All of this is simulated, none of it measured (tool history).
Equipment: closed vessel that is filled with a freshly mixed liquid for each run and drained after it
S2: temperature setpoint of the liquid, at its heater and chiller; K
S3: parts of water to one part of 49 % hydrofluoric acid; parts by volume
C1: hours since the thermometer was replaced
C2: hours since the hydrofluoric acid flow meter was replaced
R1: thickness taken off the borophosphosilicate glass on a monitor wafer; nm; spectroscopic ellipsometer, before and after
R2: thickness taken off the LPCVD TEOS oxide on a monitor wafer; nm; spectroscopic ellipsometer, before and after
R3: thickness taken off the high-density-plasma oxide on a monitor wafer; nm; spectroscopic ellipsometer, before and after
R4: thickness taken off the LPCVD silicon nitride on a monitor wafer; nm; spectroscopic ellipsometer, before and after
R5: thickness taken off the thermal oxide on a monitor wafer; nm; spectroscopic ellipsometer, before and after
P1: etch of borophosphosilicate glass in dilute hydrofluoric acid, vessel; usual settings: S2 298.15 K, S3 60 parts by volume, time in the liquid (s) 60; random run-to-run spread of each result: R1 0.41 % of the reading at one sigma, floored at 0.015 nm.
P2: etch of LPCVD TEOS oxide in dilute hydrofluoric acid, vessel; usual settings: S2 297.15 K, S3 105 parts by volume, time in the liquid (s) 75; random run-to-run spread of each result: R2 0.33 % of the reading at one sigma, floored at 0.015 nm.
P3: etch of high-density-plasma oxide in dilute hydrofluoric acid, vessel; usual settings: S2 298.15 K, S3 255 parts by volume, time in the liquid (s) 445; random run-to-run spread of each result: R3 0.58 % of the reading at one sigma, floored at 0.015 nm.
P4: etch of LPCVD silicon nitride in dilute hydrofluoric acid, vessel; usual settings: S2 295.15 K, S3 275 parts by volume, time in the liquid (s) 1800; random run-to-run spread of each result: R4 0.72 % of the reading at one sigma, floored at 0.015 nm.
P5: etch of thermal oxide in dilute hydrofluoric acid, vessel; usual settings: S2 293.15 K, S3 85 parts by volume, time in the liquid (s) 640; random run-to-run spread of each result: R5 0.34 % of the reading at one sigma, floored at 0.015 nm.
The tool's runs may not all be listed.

run 1 day=0.446 | process_that_ran=P1 S2=298.15 S3=60 time_in_the_liquid_(s)=60 | C1=1322.3 C2=268 | R1=36.179
run 2 day=0.808 | process_that_ran=P2 S2=297.15 S3=105 time_in_the_liquid_(s)=35 | C1=1331 C2=276.7 | R2=9.3039
run 3 day=1.275 | process_that_ran=P3 S2=298.15 S3=255 time_in_the_liquid_(s)=445 | C1=1342.2 C2=287.9 | R3=7.6463
run 4 day=1.712 | process_that_ran=P1 S2=298.15 S3=60 time_in_the_liquid_(s)=60 | C1=1352.7 C2=298.4 | R1=36.355
run 5 day=2.188 | process_that_ran=P4 S2=295.15 S3=275 time_in_the_liquid_(s)=1800 | C1=1364.1 C2=309.8 | R4=3.1474
run 6 day=2.517 | process_that_ran=P3 S2=305.65 S3=255 time_in_the_liquid_(s)=445 | C1=1372 C2=317.7 | R3=9.8672
run 7 day=3.017 | process_that_ran=P5 S2=293.15 S3=85 time_in_the_liquid_(s)=640 | C1=1384 C2=329.7 | R5=32.419
run 8 day=3.6 | process_that_ran=P1 S2=298.15 S3=60 time_in_the_liquid_(s)=60 | C1=1398 C2=343.7 | R1=36.185
run 9 day=3.933 | process_that_ran=P3 S2=298.15 S3=85 time_in_the_liquid_(s)=445 | C1=1406 C2=351.7 | R3=28.094
run 10 day=4.458 | process_that_ran=P5 S2=293.15 S3=85 time_in_the_liquid_(s)=640 | C1=1418.6 C2=364.3 | R5=32.209
run 11 day=4.942 | process_that_ran=P5 S2=293.15 S3=85 time_in_the_liquid_(s)=190 | C1=1430.2 C2=375.9 | R5=9.6134
run 12 day=5.279 | process_that_ran=P5 S2=293.15 S3=145 time_in_the_liquid_(s)=640 | C1=1438.3 C2=384 | R5=17.744
run 13 day=5.825 | process_that_ran=P5 S2=290.15 S3=85 time_in_the_liquid_(s)=640 | C1=1451.4 C2=397.1 | R5=28.711
run 14 day=6.217 | process_that_ran=P1 S2=298.15 S3=60 time_in_the_liquid_(s)=60 | C1=1460.8 C2=406.5 | R1=36.101
run 15 day=6.612 | process_that_ran=P3 S2=298.15 S3=255 time_in_the_liquid_(s)=445 | C1=1470.3 C2=416 | R3=7.6891
run 16 day=6.904 | process_that_ran=P2 S2=297.15 S3=60 time_in_the_liquid_(s)=75 | C1=1477.3 C2=423 | R2=37.147
run 17 day=7.338 | process_that_ran=P1 S2=298.15 S3=40 time_in_the_liquid_(s)=60 | C1=1487.7 C2=433.4 | R1=55.391
run 18 day=7.767 | process_that_ran=P1 S2=298.15 S3=60 time_in_the_liquid_(s)=60 | C1=1498 C2=443.7 | R1=35.909
run 19 day=8.058 | process_that_ran=P2 S2=301.65 S3=105 time_in_the_liquid_(s)=75 | C1=1505 C2=450.7 | R2=23.866
run 20 day=8.458 | process_that_ran=P2 S2=297.15 S3=105 time_in_the_liquid_(s)=75 | C1=1514.6 C2=460.3 | R2=20.015
run 21 day=8.954 | process_that_ran=P4 S2=302.15 S3=275 time_in_the_liquid_(s)=1800 | C1=1526.5 C2=472.2 | R4=4.8433
run 22 day=9.538 | process_that_ran=P4 S2=295.15 S3=275 time_in_the_liquid_(s)=3365 | C1=1540.5 C2=486.2 | R4=5.8559
run 23 day=9.833 | process_that_ran=P1 S2=306.15 S3=60 time_in_the_liquid_(s)=60 | C1=1547.6 C2=493.3 | R1=49.625
run 24 day=10.367 | process_that_ran=P1 S2=298.15 S3=60 time_in_the_liquid_(s)=60 | C1=1560.4 C2=506.1 | R1=36.16
run 25 day=10.7 | process_that_ran=P1 S2=298.15 S3=60 time_in_the_liquid_(s)=60 | C1=1568.4 C2=514.1 | R1=36.258
run 26 day=11.129 | process_that_ran=P1 S2=292.65 S3=60 time_in_the_liquid_(s)=60 | C1=1578.7 C2=524.4 | R1=28.629
run 27 day=11.729 | process_that_ran=P4 S2=295.15 S3=45 time_in_the_liquid_(s)=1800 | C1=1593.1 C2=538.8 | R4=18.88
run 28 day=12.192 | process_that_ran=P1 S2=298.15 S3=25 time_in_the_liquid_(s)=35 | C1=1604.2 C2=549.9 | R1=53.34
run 29 day=12.617 | process_that_ran=P1 S2=298.15 S3=95 time_in_the_liquid_(s)=60 | C1=1614.4 C2=560.1 | R1=21.817
run 30 day=12.938 | process_that_ran=P1 S2=294.15 S3=60 time_in_the_liquid_(s)=100 | C1=1622.1 C2=567.8 | R1=50.935
run 31 day=13.458 | process_that_ran=P1 S2=298.15 S3=60 time_in_the_liquid_(s)=105 | C1=1634.6 C2=580.3 | R1=63.335
run 32 day=14.033 | process_that_ran=P1 S2=298.15 S3=60 time_in_the_liquid_(s)=30 | C1=1648.4 C2=594.1 | R1=18.148
run 33 day=14.512 | process_that_ran=P4 S2=295.15 S3=275 time_in_the_liquid_(s)=1800 | C1=1659.9 C2=605.6 | R4=3.2137
run 34 day=14.862 | process_that_ran=P2 S2=297.15 S3=105 time_in_the_liquid_(s)=75 | C1=1668.3 C2=614 | R2=20.069
run 35 day=15.396 | process_that_ran=P3 S2=298.15 S3=255 time_in_the_liquid_(s)=65 | C1=1681.1 C2=626.8 | R3=1.0954
run 36 day=15.683 | process_that_ran=P1 S2=298.15 S3=60 time_in_the_liquid_(s)=60 | C1=1688 C2=633.7 | R1=36.011
run 37 day=16.179 | process_that_ran=P1 S2=298.15 S3=60 time_in_the_liquid_(s)=60 | C1=1699.9 C2=645.6 | R1=37.52
run 38 day=16.538 | process_that_ran=P1 S2=298.15 S3=60 time_in_the_liquid_(s)=60 | C1=1708.5 C2=654.2 | R1=37.882
run 39 day=16.871 | process_that_ran=P1 S2=298.15 S3=60 time_in_the_liquid_(s)=60 | C1=1716.5 C2=662.2 | R1=38.403
run 40 day=17.267 | process_that_ran=P1 S2=298.15 S3=60 time_in_the_liquid_(s)=60 | C1=1726 C2=671.7 | R1=38.505
run 41 day=17.808 | process_that_ran=P1 S2=298.15 S3=60 time_in_the_liquid_(s)=60 | C1=1739 C2=684.7 | R1=38.58
run 42 day=18.229 | process_that_ran=P1 S2=298.15 S3=60 time_in_the_liquid_(s)=60 | C1=1749.1 C2=694.8 | R1=38.736
run 43 day=18.817 | process_that_ran=P1 S2=298.15 S3=60 time_in_the_liquid_(s)=60 | C1=1763.2 C2=708.9 | R1=38.814

The output of P1 has drifted from where it used to be. Each of the 2 causes below, taken at the size shown beside it, accounts for the log equally well:
A: hydrofluoric acid flow above the setpoint (%) = 6.56
B: liquid hotter than its thermometer reads (K) = 1.71
The creep began at about day 15.683.

Each of the check runs listed below is run on 3 wafers and reports their average, with the results left as question marks. Pick the one under which the possible causes would lead to clearly different results.
run check 1 day=19.404 | process_that_ran=P3 S2=298.15 S3=110 time_in_the_liquid_(s)=70 | R3=?
run check 2 day=19.404 | process_that_ran=P5 S2=290.15 S3=140 time_in_the_liquid_(s)=640 | R5=?
run check 3 day=19.404 | process_that_ran=P2 S2=297.15 S3=65 time_in_the_liquid_(s)=75 | R2=?
run check 4 day=19.404 | process_that_ran=P4 S2=298.15 S3=275 time_in_the_liquid_(s)=1800 | R4=?

Expected result of each check under each candidate cause:
check=check_1 result=R3 if_A=3.546 if_B=3.5253
check=check_2 result=R5 if_A=17.666 if_B=17.628
check=check_3 result=R2 if_A=36.408 if_B=36.421
check=check_4 result=R4 if_A=4.0702 if_B=4.2364
How far apart the two closest causes lie, in the result that separates them most: check 1 0.58 %; check 2 0.21 %; check 3 0.03 %; check 4 4 %
Of the check runs offered, only check 4 discriminates between the causes; the rest would read about the same regardless of which cause applies.

Check 4 was carried out, with these results: R4 4.2429 nm. Which of the listed causes is responsible?

B is the cause: liquid hotter than its thermometer reads (K).
